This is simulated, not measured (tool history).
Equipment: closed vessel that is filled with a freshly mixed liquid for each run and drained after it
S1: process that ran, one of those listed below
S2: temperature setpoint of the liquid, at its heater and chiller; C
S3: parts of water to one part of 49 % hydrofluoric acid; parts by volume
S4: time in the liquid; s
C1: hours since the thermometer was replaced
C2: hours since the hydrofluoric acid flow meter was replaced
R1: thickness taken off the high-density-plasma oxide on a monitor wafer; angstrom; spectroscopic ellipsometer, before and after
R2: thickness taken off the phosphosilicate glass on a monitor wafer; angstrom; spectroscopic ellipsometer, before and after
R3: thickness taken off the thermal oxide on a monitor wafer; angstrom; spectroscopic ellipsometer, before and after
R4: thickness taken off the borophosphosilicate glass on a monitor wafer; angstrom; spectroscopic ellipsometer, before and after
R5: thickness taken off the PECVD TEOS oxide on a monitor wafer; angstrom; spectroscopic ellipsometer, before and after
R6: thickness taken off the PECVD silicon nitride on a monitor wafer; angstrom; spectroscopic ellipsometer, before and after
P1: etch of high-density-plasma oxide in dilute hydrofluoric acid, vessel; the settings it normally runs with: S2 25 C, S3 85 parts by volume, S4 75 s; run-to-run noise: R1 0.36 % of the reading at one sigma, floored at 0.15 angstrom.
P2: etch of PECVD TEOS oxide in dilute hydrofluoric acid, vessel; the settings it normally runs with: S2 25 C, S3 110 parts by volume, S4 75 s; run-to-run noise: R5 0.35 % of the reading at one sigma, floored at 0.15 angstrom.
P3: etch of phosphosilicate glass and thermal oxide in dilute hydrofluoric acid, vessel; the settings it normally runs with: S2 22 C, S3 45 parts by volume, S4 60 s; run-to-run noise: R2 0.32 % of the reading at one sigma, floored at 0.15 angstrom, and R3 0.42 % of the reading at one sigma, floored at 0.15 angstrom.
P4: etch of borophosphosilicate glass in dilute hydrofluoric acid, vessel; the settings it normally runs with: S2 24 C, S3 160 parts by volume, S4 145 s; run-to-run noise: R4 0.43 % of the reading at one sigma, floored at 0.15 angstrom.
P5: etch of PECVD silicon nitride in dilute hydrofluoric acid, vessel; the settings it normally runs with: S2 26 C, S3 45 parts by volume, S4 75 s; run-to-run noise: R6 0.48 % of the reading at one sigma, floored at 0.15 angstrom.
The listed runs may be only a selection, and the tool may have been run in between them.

run	hour	S1	S2	S3	S4	C1	C2	R1	R2	R3	R4	R5	R6
1	5.1	P1	25	85	75	1573.9	254.4	65.726					
2	12.9	P1	25	85	75	1581.7	262.2	66.034					
3	16.6	P3	22	45	60	1585.4	265.9		1653.6	59.841			
4	22	P4	24	220	145	1590.8	271.3				175.47		
5	26.4	P2	25	190	75	1595.2	275.7					31.568	
6	31.5	P1	19.5	85	75	1600.3	280.8	53.057					
# hour 35.7: hydrofluoric acid flow meter replaced
7	37.7	P2	18.5	110	75	1606.5	2.1					46.237	
8	43	P5	26	45	75	1611.8	7.4						89.034
9	46.5	P1	25	85	30	1615.3	10.9	26.152					
10	54.1	P1	25	150	75	1622.9	18.5	34.456					
11	58	P4	19	160	145	1626.8	22.4				210.6		
12	61.5	P1	25	85	75	1630.3	25.9	65.734					
13	69.2	P1	30	85	75	1638	33.6	79.778					
14	75.2	P3	22	30	60	1644	39.6		2547.7	91.298			
15	78.9	P1	25	85	75	1647.7	43.3	65.498					
16	84.8	P1	25	50	75	1653.6	49.2	116.52					
17	91.1	P1	25	85	75	1659.9	55.5	65.198					
18	97.3	P3	28.5	45	60	1666.1	61.7		2164.5	78.783			
19	104.2	P4	24	160	145	1673	68.6				256.8		
20	109.8	P5	26	20	75	1678.6	74.2						192.64
21	115.6	P2	25	110	75	1684.4	80					59.93	
22	122.7	P3	22	45	60	1691.5	87.1		1654.8	59.569			
23	130.2	P3	22	45	30	1699	94.6		829.06	29.716			
24	133.7	P2	25	110	40	1702.5	98.1					31.935	
25	138.9	P5	26	45	30	1707.7	103.3						35.472
26	142.6	P1	25	85	75	1711.4	107	65.529					
27	146.7	P1	18	85	125	1715.5	111.1	82.44					
28	153.2	P2	25	110	75	1722	117.6					59.954	
29	158.2	P5	32	45	75	1727	122.6						131.81
30	162.7	P4	24	160	220	1731.5	127.1				390.87		
31	168.4	P1	25	85	135	1737.2	132.8	118.28					
32	172.4	P1	25	50	135	1741.2	136.8	209.7					
33	175.8	P1	18	130	75	1744.6	140.2	30.689					
34	180	P1	25	85	75	1748.8	144.4	65.436					
35	187	P1	25	85	75	1755.8	151.4	63.985					
36	194.1	P1	25	85	75	1762.9	158.5	62.674					
37	201	P1	25	85	75	1769.8	165.4	61.588					
38	208.3	P1	25	85	75	1777.1	172.7	61.7					
39	214.2	P1	25	85	75	1783	178.6	61.65					
40	217.9	P1	25	85	75	1786.7	182.3	61.33					

What P1 gives has crept away from where it was. These 2 causes fit the log equally well, each at the size given:
A: hydrofluoric acid flow below the setpoint (%) = 5.51
B: liquid colder than its thermometer reads (K) = 1.58
The process output started creeping at around hour 180.

Which of the 4 check runs listed below separates the causes, so that each cause would produce a clearly different result? Each run uses one wafer, and its results are marked with question marks.
check 1	221.6	P3	26	45	35				?	?			
check 2	221.6	P4	19	160	145						?		
check 3	221.6	P5	26	45	30								?
check 4	221.6	P2	21	175	75							?	

What every check run would give for each of its results, assuming each possible cause in turn:
check	result	if A	if B
check 1	R2	1076.9	1072.2
check 1	R3	38.619	38.449
check 2	R4	198.16	198.63
check 3	R6	33.52	31.873
check 4	R5	28.015	28.165
Distance between the nearest two causes, measured in the result of the check that separates them most: check 1 0.44 %; check 2 0.24 %; check 3 5.04 %; check 4 0.53 %
Only check 3 tells the causes apart: in the others they would give nearly the same result.

Here is what check 3 returned: R6 31.965 angstrom. Which cause is it?

The cause is B: liquid colder than its thermometer reads (K).

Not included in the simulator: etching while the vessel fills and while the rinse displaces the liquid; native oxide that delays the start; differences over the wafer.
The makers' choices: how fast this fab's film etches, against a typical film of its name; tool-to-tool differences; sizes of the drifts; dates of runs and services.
